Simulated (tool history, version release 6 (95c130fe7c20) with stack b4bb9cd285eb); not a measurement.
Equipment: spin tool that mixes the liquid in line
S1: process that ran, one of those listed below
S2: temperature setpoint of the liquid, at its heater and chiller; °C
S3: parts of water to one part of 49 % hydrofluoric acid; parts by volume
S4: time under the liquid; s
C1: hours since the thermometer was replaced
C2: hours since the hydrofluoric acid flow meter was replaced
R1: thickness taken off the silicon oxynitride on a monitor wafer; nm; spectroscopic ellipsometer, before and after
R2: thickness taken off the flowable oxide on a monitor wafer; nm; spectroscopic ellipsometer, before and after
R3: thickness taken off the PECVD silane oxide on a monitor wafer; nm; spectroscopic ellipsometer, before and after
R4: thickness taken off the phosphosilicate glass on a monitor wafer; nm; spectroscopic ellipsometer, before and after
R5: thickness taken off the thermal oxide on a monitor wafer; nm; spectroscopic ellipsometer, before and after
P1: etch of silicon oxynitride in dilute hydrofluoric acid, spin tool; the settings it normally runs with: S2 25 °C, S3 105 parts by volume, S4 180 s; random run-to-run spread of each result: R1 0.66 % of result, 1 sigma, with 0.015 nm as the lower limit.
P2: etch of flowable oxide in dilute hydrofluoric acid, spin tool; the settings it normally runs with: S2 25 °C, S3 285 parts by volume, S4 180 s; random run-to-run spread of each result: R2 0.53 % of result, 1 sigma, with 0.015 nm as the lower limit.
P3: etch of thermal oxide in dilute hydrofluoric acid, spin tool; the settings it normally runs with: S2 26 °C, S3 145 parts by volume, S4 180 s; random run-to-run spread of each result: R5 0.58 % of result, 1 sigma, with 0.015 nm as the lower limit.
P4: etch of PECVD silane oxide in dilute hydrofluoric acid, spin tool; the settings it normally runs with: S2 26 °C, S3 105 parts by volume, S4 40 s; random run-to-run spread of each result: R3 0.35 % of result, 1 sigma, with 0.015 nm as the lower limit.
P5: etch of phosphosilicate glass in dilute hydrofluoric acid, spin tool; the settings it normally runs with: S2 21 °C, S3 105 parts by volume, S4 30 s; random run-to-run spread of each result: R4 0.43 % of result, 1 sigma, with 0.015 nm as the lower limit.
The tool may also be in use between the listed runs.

run,day,S1,S2,S3,S4,C1,C2,R1,R2,R3,R4,R5
1,0.388,P1,25,105,180,675,343,4.0808,,,,
2,0.838,P2,25,285,180,685.8,353.8,,17.504,,,
3,1.446,P1,25,105,20,700.4,368.4,0.4457,,,,
4,2.004,P4,26,25,40,713.8,381.8,,,27.664,,
5,2.412,P5,21,105,15,723.6,391.6,,,,12.894,
6,2.862,P3,26,145,90,734.4,402.4,,,,,3.0802
7,3.388,P1,25,160,330,747,415,4.6746,,,,
8,3.833,P1,25,105,285,757.7,425.7,6.3751,,,,
9,4.2,P3,18.5,145,180,766.5,434.5,,,,,4.5392
10,4.679,P3,26,65,180,778,446,,,,,15.083
11,5.096,P2,25,285,345,788,456,,33.276,,,
12,5.788,P3,26,145,180,804.6,472.6,,,,,6.1627
13,6.471,P1,25,105,180,821,489,4.0581,,,,
14,6.812,P2,25,285,180,829.2,497.2,,17.552,,,
15,7.425,P5,21,55,30,843.9,511.9,,,,52.005,
16,7.858,P2,25,520,180,854.3,522.3,,7.7615,,,
17,8.317,P4,34,105,40,865.3,533.3,,,8.0271,,
18,8.796,P4,26,105,40,876.8,544.8,,,5.9401,,
19,9.479,P4,26,105,75,893.2,561.2,,,11.157,,
20,9.783,P1,25,25,180,900.5,568.5,18.159,,,,
21,10.129,P2,32.5,285,180,908.8,576.8,,22.24,,,
22,10.462,P1,21.5,105,345,916.8,584.8,6.6743,,,,
23,10.938,P5,17,105,30,928.2,596.2,,,,21.809,
24,11.346,P1,25,105,180,938,606,4.0346,,,,
25,12.017,P1,25,105,180,954.1,622.1,4.0925,,,,
26,12.567,P1,31.5,105,180,967.3,635.3,5.504,,,,
27,13.204,P5,21,105,30,982.6,650.6,,,,25.867,

The next listed run, before its measurement:
28,13.875,P1,25,180,180,998.7,666.7,?,,,,

{"run 28": {"R1": 2.2209}}
